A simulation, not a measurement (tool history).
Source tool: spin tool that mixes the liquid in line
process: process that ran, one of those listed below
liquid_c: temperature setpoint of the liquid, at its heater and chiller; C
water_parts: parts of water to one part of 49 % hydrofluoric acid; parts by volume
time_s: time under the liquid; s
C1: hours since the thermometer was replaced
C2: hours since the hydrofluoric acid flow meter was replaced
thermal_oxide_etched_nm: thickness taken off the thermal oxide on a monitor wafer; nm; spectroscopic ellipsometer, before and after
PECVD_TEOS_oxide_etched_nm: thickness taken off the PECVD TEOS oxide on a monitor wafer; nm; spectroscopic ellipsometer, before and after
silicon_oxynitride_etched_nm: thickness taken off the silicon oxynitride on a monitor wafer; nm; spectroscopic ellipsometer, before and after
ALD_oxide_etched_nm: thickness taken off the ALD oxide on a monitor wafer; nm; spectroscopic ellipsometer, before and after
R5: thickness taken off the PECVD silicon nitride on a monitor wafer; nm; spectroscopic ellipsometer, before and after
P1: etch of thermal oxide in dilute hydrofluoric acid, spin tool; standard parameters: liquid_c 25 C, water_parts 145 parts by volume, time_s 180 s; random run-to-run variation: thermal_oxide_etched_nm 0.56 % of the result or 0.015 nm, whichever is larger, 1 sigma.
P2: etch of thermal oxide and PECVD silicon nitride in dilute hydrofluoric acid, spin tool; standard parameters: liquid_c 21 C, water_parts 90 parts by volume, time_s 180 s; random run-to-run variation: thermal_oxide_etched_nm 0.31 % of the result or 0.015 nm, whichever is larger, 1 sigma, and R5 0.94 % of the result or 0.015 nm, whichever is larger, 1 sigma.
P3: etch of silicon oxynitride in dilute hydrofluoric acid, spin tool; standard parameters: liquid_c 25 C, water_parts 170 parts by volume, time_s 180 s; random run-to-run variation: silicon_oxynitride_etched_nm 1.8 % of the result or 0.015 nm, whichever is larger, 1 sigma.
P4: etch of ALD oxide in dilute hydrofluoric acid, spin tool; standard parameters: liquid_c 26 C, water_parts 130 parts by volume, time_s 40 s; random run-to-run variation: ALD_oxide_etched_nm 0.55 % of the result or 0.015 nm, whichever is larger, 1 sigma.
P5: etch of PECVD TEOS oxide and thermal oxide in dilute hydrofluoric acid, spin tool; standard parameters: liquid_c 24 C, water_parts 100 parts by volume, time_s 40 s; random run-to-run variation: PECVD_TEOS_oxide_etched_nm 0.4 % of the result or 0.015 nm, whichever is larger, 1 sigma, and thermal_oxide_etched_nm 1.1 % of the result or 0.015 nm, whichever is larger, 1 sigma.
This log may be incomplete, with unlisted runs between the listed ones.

Run 1, day 0.129: process P1, liquid_c 25 C, water_parts 145 parts by volume, time_s 180 s; C1 501.6; C2 1379.6. Result: thermal_oxide_etched_nm 5.6871 nm.
Run 2, day 0.279: process P1, liquid_c 25 C, water_parts 145 parts by volume, time_s 180 s; C1 505.2; C2 1383.2. Result: thermal_oxide_etched_nm 5.5698 nm.
Run 3, day 0.383: process P1, liquid_c 17 C, water_parts 145 parts by volume, time_s 45 s; C1 507.7; C2 1385.7. Result: thermal_oxide_etched_nm 1.015 nm.
Run 4, day 0.488: process P1, liquid_c 25 C, water_parts 145 parts by volume, time_s 280 s; C1 510.2; C2 1388.2. Result: thermal_oxide_etched_nm 8.7921 nm.
Run 5, day 0.579: process P1, liquid_c 25 C, water_parts 190 parts by volume, time_s 25 s; C1 512.4; C2 1390.4. Result: thermal_oxide_etched_nm 0.56139 nm.
Run 6, day 0.733: process P5, liquid_c 24 C, water_parts 35 parts by volume, time_s 40 s; C1 516.1; C2 1394.1. Result: thermal_oxide_etched_nm 5.8224 nm, PECVD_TEOS_oxide_etched_nm 15.031 nm.
Run 7, day 0.829: process P3, liquid_c 25 C, water_parts 170 parts by volume, time_s 180 s; C1 518.4; C2 1396.4. Result: silicon_oxynitride_etched_nm 1.4567 nm.
Run 8, day 0.954: process P1, liquid_c 25 C, water_parts 145 parts by volume, time_s 30 s; C1 521.4; C2 1399.4. Result: thermal_oxide_etched_nm 0.94557 nm.
Run 9, day 1.05: process P4, liquid_c 26 C, water_parts 130 parts by volume, time_s 15 s; C1 523.7; C2 1401.7. Result: ALD_oxide_etched_nm 1.7509 nm.
Run 10, day 1.188: process P1, liquid_c 25 C, water_parts 145 parts by volume, time_s 180 s; C1 527; C2 1405. Result: thermal_oxide_etched_nm 5.6741 nm.
At day 1.288: hydrofluoric acid flow meter replaced.
Run 11, day 1.35: process P3, liquid_c 30.5 C, water_parts 170 parts by volume, time_s 180 s; C1 530.9; C2 1.6. Result: silicon_oxynitride_etched_nm 1.9737 nm.
Run 12, day 1.438: process P4, liquid_c 34 C, water_parts 130 parts by volume, time_s 40 s; C1 533; C2 3.7. Result: ALD_oxide_etched_nm 6.2812 nm.
Run 13, day 1.554: process P5, liquid_c 24 C, water_parts 100 parts by volume, time_s 40 s; C1 535.8; C2 6.5. Result: thermal_oxide_etched_nm 1.897 nm, PECVD_TEOS_oxide_etched_nm 4.9185 nm.
Run 14, day 1.675: process P1, liquid_c 25 C, water_parts 90 parts by volume, time_s 180 s; C1 538.7; C2 9.4. Result: thermal_oxide_etched_nm 9.7019 nm.
Run 15, day 1.8: process P2, liquid_c 21 C, water_parts 145 parts by volume, time_s 180 s; C1 541.7; C2 12.4. Result: thermal_oxide_etched_nm 4.7727 nm, R5 1.7407 nm.
Run 16, day 1.95: process P5, liquid_c 30.5 C, water_parts 100 parts by volume, time_s 40 s; C1 545.3; C2 16. Result: thermal_oxide_etched_nm 2.4158 nm, PECVD_TEOS_oxide_etched_nm 6.2627 nm.
Run 17, day 2.121: process P5, liquid_c 24 C, water_parts 100 parts by volume, time_s 15 s; C1 549.4; C2 20.1. Result: thermal_oxide_etched_nm 0.70069 nm, PECVD_TEOS_oxide_etched_nm 1.8284 nm.
Run 18, day 2.3: process P1, liquid_c 25 C, water_parts 260 parts by volume, time_s 180 s; C1 553.7; C2 24.4. Result: thermal_oxide_etched_nm 2.7426 nm.
Run 19, day 2.475: process P2, liquid_c 21 C, water_parts 90 parts by volume, time_s 305 s; C1 557.9; C2 28.6. Result: thermal_oxide_etched_nm 13.728 nm, R5 4.8952 nm.
Run 20, day 2.629: process P3, liquid_c 25 C, water_parts 170 parts by volume, time_s 335 s; C1 561.6; C2 32.3. Result: silicon_oxynitride_etched_nm 2.7051 nm.
Run 21, day 2.738: process P4, liquid_c 26 C, water_parts 130 parts by volume, time_s 40 s; C1 564.2; C2 34.9. Result: ALD_oxide_etched_nm 4.6799 nm.
Run 22, day 2.838: process P1, liquid_c 25 C, water_parts 145 parts by volume, time_s 180 s; C1 566.6; C2 37.3. Result: thermal_oxide_etched_nm 5.6618 nm.
Run 23, day 2.962: process P2, liquid_c 29 C, water_parts 90 parts by volume, time_s 180 s; C1 569.6; C2 40.3. Result: thermal_oxide_etched_nm 11.144 nm, R5 4.7302 nm.
Run 24, day 3.075: process P1, liquid_c 32 C, water_parts 145 parts by volume, time_s 180 s; C1 572.3; C2 43. Result: thermal_oxide_etched_nm 7.2411 nm.
Run 25, day 3.179: process P1, liquid_c 20.5 C, water_parts 145 parts by volume, time_s 180 s; C1 574.8; C2 45.5. Result: thermal_oxide_etched_nm 4.7713 nm.
Run 26, day 3.308: process P4, liquid_c 26 C, water_parts 130 parts by volume, time_s 40 s; C1 577.9; C2 48.6. Result: ALD_oxide_etched_nm 4.6541 nm.
Run 27, day 3.492: process P2, liquid_c 21 C, water_parts 90 parts by volume, time_s 180 s; C1 582.3; C2 53. Result: thermal_oxide_etched_nm 8.1943 nm, R5 2.7613 nm.
Run 28, day 3.65: process P1, liquid_c 25 C, water_parts 145 parts by volume, time_s 180 s; C1 586.1; C2 56.8. Result: thermal_oxide_etched_nm 5.6222 nm.
Run 29, day 3.771: process P3, liquid_c 25 C, water_parts 280 parts by volume, time_s 180 s; C1 589; C2 59.7. Result: silicon_oxynitride_etched_nm 0.83913 nm.
Run 30, day 3.9: process P1, liquid_c 25 C, water_parts 145 parts by volume, time_s 180 s; C1 592.1; C2 62.8. Result: thermal_oxide_etched_nm 5.6621 nm.
Run 31, day 4.033: process P4, liquid_c 26 C, water_parts 25 parts by volume, time_s 40 s; C1 595.3; C2 66. Result: ALD_oxide_etched_nm 27.829 nm.
Run 32, day 4.217: process P1, liquid_c 25 C, water_parts 145 parts by volume, time_s 180 s; C1 599.7; C2 70.4. Result: thermal_oxide_etched_nm 5.6143 nm.
Run 33, day 4.296: process P1, liquid_c 25 C, water_parts 145 parts by volume, time_s 180 s; C1 601.6; C2 72.3. Result: thermal_oxide_etched_nm 5.5731 nm.
Run 34, day 4.392: process P1, liquid_c 25 C, water_parts 145 parts by volume, time_s 180 s; C1 603.9; C2 74.6. Result: thermal_oxide_etched_nm 5.495 nm.
Run 35, day 4.496: process P1, liquid_c 25 C, water_parts 145 parts by volume, time_s 180 s; C1 606.4; C2 77.1. Result: thermal_oxide_etched_nm 5.4458 nm.
Run 36, day 4.667: process P1, liquid_c 25 C, water_parts 145 parts by volume, time_s 180 s; C1 610.5; C2 81.2. Result: thermal_oxide_etched_nm 5.3965 nm.
Run 37, day 4.825: process P1, liquid_c 25 C, water_parts 145 parts by volume, time_s 180 s; C1 614.3; C2 85. Result: thermal_oxide_etched_nm 5.3806 nm.

Run 38 comes next. What will it give?
Run 38, day 4.921: process P1, liquid_c 25 C, water_parts 145 parts by volume, time_s 180 s; C1 616.6; C2 87.3. Result: thermal_oxide_etched_nm ?.

{"run 38": {"thermal_oxide_etched_nm": 5.3416}}
